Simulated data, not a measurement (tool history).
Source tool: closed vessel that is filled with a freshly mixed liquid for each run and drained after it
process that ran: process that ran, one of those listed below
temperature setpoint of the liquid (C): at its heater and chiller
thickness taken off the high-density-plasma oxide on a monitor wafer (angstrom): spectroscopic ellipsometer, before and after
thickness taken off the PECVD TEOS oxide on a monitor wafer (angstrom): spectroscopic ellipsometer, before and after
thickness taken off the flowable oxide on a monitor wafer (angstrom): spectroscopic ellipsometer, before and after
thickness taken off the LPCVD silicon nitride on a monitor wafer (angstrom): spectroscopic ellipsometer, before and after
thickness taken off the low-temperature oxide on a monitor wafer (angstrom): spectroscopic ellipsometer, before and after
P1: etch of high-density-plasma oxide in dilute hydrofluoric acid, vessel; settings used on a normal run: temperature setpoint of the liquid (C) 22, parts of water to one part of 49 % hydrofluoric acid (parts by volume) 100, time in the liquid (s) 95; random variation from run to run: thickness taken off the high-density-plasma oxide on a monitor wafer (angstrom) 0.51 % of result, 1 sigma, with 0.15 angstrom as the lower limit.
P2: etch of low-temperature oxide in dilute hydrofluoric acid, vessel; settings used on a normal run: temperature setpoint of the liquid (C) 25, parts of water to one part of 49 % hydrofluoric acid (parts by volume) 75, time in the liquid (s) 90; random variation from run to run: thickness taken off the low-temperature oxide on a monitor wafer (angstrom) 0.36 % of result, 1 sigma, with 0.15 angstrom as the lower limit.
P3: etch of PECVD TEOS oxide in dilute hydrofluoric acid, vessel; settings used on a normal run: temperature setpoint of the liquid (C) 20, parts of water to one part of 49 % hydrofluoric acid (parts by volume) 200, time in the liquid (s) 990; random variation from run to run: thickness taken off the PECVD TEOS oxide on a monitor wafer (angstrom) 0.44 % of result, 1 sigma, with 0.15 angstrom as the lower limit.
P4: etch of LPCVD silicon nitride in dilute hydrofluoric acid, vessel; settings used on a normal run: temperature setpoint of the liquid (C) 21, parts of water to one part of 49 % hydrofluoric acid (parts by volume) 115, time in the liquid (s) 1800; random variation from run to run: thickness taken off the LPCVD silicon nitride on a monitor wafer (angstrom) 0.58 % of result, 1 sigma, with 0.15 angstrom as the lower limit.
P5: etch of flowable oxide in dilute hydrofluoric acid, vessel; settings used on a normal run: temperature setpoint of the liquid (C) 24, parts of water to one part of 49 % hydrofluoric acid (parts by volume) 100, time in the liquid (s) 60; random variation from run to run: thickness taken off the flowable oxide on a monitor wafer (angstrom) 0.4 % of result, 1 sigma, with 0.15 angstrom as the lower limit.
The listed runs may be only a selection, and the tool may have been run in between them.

run	hour	process that ran	temperature setpoint of the liquid (C)	parts of water to one part of 49 % hydrofluoric acid (parts by volume)	time in the liquid (s)	hours since the thermometer was replaced	hours since the hydrofluoric acid flow meter was replaced	thickness taken off the high-density-plasma oxide on a monitor wafer (angstrom)	thickness taken off the PECVD TEOS oxide on a monitor wafer (angstrom)	thickness taken off the flowable oxide on a monitor wafer (angstrom)	thickness taken off the LPCVD silicon nitride on a monitor wafer (angstrom)	thickness taken off the low-temperature oxide on a monitor wafer (angstrom)
1	7.6	P1	22	100	95	647.3	856.8	42.941				
2	19.9	P1	25.5	100	170	659.6	869.1	88.756				
3	28	P1	22	100	95	667.7	877.2	43.519				
4	40.8	P3	20	50	990	680.5	890		1853.5			
5	52.4	P5	24	60	60	692.1	901.6			470.64		
6	64.7	P5	24	100	60	704.4	913.9			267.05		
7	72.9	P1	22	100	95	712.6	922.1	43.306				
8	82	P4	21	175	1800	721.7	931.2				44.424	
9	91.8	P1	17	100	95	731.5	941	34.839				
10	104.3	P4	21	115	1800	744	953.5				67.11	
11	112.1	P2	25	75	90	751.8	961.3					198.15
12	118.9	P1	22	100	175	758.6	968.1	79.05				
13	127.2	P3	20	200	440	766.9	976.4		176.53			
14	136.7	P1	22	100	95	776.4	985.9	42.842				
15	144.7	P4	21	115	1800	784.4	993.9				67.519	
16	152.1	P1	17	140	95	791.8	1001.3	24.063				
17	162.5	P1	22	100	95	802.2	1011.7	43.872				
18	173.1	P1	30	100	95	812.8	1022.3	58.668				
19	183.9	P2	25	20	90	823.6	1033.1					800.08
20	197.4	P2	17.5	75	90	837.1	1046.6					145.9
21	204.3	P2	25	75	35	844	1053.5					77.208
22	213.1	P1	22	45	135	852.8	1062.3	145.97				
23	219.8	P4	17	115	1800	859.5	1069				51.207	
24	231.2	P1	22	100	95	870.9	1080.4	43.283				
25	239	P2	25	75	90	878.7	1088.2					198.13
26	245.6	P1	22	100	40	885.3	1094.8	18.395				
27	254.9	P1	22	60	95	894.6	1104.1	75.222				
28	265.2	P4	21	115	3475	904.9	1114.4				129.74	
29	276	P5	17	100	60	915.7	1125.2			200.9		
30	286.6	P5	24	100	100	926.3	1135.8			445.65		
31	300.5	P1	22	155	95	940.2	1149.7	26.165				
32	306.6	P3	20	200	990	946.3	1155.8		395.91			
33	319.6	P3	28	200	990	959.3	1168.8		535.47			
34	325.7	P1	22	100	95	965.4	1174.9	42.958				
35	339.5	P1	22	100	95	979.2	1188.7	45.119				
36	350.4	P1	22	100	95	990.1	1199.6	45.217				
37	359.7	P1	22	100	95	999.4	1208.9	45.784				
38	371.9	P1	22	100	95	1011.6	1221.1	46.068				
39	384.3	P1	22	100	95	1024	1233.5	46.23				
40	393.7	P1	22	100	95	1033.4	1242.9	46.453				

Compared with where it was, what P1 gives has crept away. Each cause listed below fits the log as well as the rest, at the size given for it:
A: hydrofluoric acid flow above the setpoint (%) = 6.36
B: liquid hotter than its thermometer reads (K) = 1.72
The creep began at about hour 325.7.

Each of the 4 check runs below uses one wafer; its results are left as question marks. Which run tells the causes apart?
check 1	403.1	P4	21	165	3215						?	
check 2	403.1	P2	20	75	55							?
check 3	403.1	P5	21	100	80					?		
check 4	403.1	P3	20	100	990				?			

Outcome of each check run for each possible cause:
check	result	if A	if B
check 1	thickness taken off the LPCVD silicon nitride on a monitor wafer (angstrom)	89.593	94.386
check 2	thickness taken off the low-temperature oxide on a monitor wafer (angstrom)	105.84	106.32
check 3	thickness taken off the flowable oxide on a monitor wafer (angstrom)	338.94	339.26
check 4	thickness taken off the PECVD TEOS oxide on a monitor wafer (angstrom)	941.54	943.18
Per check, the gap between the least separated pair of causes, taken in the result that splits them most: check 1 5.21 %; check 2 0.45 %; check 3 0.09 %; check 4 0.17 %
The other checks would show nearly matching results whichever cause is true, so check 1 is the only one that separates the causes.

Running check 1 produced the following: thickness taken off the LPCVD silicon nitride on a monitor wafer (angstrom) 93.674. Which one of the listed causes fits?

Of the candidate causes, it is B: liquid hotter than its thermometer reads (K).
